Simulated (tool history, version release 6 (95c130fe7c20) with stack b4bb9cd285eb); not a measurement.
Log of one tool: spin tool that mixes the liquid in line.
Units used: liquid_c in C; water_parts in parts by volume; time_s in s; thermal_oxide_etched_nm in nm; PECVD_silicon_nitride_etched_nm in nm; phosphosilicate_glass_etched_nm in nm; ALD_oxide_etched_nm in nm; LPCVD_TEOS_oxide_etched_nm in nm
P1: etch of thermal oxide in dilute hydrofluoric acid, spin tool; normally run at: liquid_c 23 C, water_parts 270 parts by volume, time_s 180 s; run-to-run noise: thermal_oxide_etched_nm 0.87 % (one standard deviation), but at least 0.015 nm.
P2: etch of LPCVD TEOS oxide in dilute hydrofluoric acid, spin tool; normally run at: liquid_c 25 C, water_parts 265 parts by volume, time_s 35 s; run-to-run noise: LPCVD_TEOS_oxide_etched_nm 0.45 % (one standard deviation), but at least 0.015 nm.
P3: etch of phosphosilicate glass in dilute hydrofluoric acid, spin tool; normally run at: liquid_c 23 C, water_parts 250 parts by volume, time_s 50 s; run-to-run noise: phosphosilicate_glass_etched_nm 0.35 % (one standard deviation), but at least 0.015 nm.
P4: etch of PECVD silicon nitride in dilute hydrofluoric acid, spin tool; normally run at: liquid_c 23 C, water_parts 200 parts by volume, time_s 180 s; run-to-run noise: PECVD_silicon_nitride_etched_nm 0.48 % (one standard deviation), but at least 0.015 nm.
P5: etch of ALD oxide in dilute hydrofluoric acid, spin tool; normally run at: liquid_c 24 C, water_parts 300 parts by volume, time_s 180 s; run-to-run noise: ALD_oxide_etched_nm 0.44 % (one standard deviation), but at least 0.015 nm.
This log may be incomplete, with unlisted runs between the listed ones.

run,day,process,liquid_c,water_parts,time_s,hours since the thermometer was replaced,hours since the hydrofluoric acid flow meter was replaced,thermal_oxide_etched_nm,PECVD_silicon_nitride_etched_nm,phosphosilicate_glass_etched_nm,ALD_oxide_etched_nm,LPCVD_TEOS_oxide_etched_nm
1,0.688,P1,23,270,180,398,378.6,2.546,,,,
2,1.304,P1,23,270,40,412.8,393.4,0.57248,,,,
3,1.771,P4,23,200,15,424,404.6,,0.40358,,,
4,2.333,P3,23,250,70,437.5,418.1,,,16.991,,
5,2.825,P5,24,300,15,449.3,429.9,,,,0.38704,
6,3.196,P1,23,125,325,458.2,438.8,11.566,,,,
7,3.608,P3,17,250,50,468.1,448.7,,,9.66,,
8,4.029,P2,25,265,35,478.2,458.8,,,,,4.7378
9,4.638,P1,23,270,180,492.8,473.4,2.5869,,,,
10,5.212,P2,25,265,55,506.6,487.2,,,,,7.4936
# day 5.342: thermometer replaced
11,5.525,P3,23,250,50,4.5,494.7,,,12.144,,
12,5.954,P5,24,540,180,14.8,505,,,,2.1821,
13,6.512,P1,23,270,310,28.2,518.4,4.4589,,,,
14,7.2,P2,25,110,35,44.7,534.9,,,,,13.566
15,7.517,P2,33,265,35,52.3,542.5,,,,,6.1771
16,8.042,P5,24,300,180,64.9,555.1,,,,4.8163,
17,8.462,P1,28,270,340,75,565.2,5.8282,,,,
18,9.029,P4,23,200,180,88.6,578.8,,4.7508,,,
19,9.412,P1,23,270,180,97.8,588,2.5459,,,,
20,10,P1,23,100,180,111.9,602.1,8.2872,,,,
21,10.629,P1,17.5,270,180,127,617.2,2.1171,,,,
22,11.092,P5,17,300,180,138.1,628.3,,,,3.7048,
23,11.704,P3,23,250,50,152.8,643,,,12.132,,
24,12.1,P1,23,270,180,162.3,652.5,2.6105,,,,
25,12.408,P3,23,435,50,169.7,659.9,,,5.8748,,
26,12.733,P1,29.5,270,180,177.5,667.7,3.2909,,,,
27,13.367,P4,23,360,180,192.7,682.9,,2.6945,,,
28,14.025,P4,23,200,180,208.5,698.7,,4.7946,,,
29,14.571,P1,23,400,180,221.6,711.8,1.5469,,,,
30,15.075,P4,29,200,180,233.7,723.9,,6.9112,,,
31,15.454,P1,23,270,180,242.8,733,2.6299,,,,
32,16.046,P1,23,270,180,257,747.2,2.6176,,,,

Estimate the outcome of run 33 from the log above:
33,16.742,P1,23,270,180,273.7,763.9,?,,,,

For run 33 the tool returned thermal_oxide_etched_nm 2.5242 nm.
